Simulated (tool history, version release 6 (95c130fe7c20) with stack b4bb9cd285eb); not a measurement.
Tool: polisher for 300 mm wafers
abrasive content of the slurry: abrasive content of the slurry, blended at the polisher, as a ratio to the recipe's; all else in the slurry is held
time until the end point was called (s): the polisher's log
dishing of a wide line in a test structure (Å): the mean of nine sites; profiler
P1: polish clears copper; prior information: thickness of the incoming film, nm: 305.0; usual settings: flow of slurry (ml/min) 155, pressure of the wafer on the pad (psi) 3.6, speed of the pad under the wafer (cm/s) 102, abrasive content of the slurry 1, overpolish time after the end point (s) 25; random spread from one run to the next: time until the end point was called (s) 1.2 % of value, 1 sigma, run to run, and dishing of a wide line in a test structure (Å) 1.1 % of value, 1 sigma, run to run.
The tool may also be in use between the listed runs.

run	hour	flow of slurry (ml/min)	pressure of the wafer on the pad (psi)	speed of the pad under the wafer (cm/s)	abrasive content of the slurry	overpolish time after the end point (s)	wafers polished on this pad	hours since the slurry nozzle was cleaned	hours since the head pressure was calibrated	hours since the slurry blender was calibrated	time until the end point was called (s)	dishing of a wide line in a test structure (Å)
1	12.1	155	3.6	102	1	25	185	120.3	507.4	274.5	73.962	257.44
2	23.8	155	3.6	102	1	25	288	132	519.1	286.2	72.889	262.4
3	30.6	155	3.6	160	1	25	348	138.8	525.9	293	46.235	273.11
4	43.1	155	3.6	102	1	8	458	151.3	538.4	305.5	71.73	176.91
5	52.3	155	3.6	48	1	25	538	160.5	547.6	314.7	154.27	214.06
6	65.9	155	4.8	102	1	25	658	174.1	561.2	328.3	53.771	274.26
7	73.4	100	3.6	102	1	25	724	181.6	568.7	335.8	79.431	258.11
8	83.9	155	3.6	102	1	25	816	192.1	579.2	346.3	74.149	260.04
9	95.8	155	3.6	102	1	25	920	204	591.1	358.2	72.641	255.83
# hour 101.8: slurry blender recalibrated
10	105.4	155	3.6	102	1.5	25	1005	213.6	600.7	3.7	66.582	262.05
11	111.7	155	3.6	102	1	25	1060	219.9	607	10	70.981	260.94
12	121.1	155	3.6	102	0.65	25	1142	229.3	616.4	19.4	80.276	258.22
13	130.5	195	3.6	102	1	25	1225	238.7	625.8	28.8	70.536	260.93
14	144.4	155	3.6	52	1	49	1347	252.6	639.7	42.7	146.55	262.79
15	158.8	155	3.6	102	1	37	1473	267	654.1	57.1	73.918	262.36

Run 16, settings as shown, results not yet in. Your forecast:
16	170.7	155	1.6	102	1	25	1578	278.9	666	69	?	?

Run 16 gave time until the end point was called (s) 166.1, dishing of a wide line in a test structure (Å) 196.52.
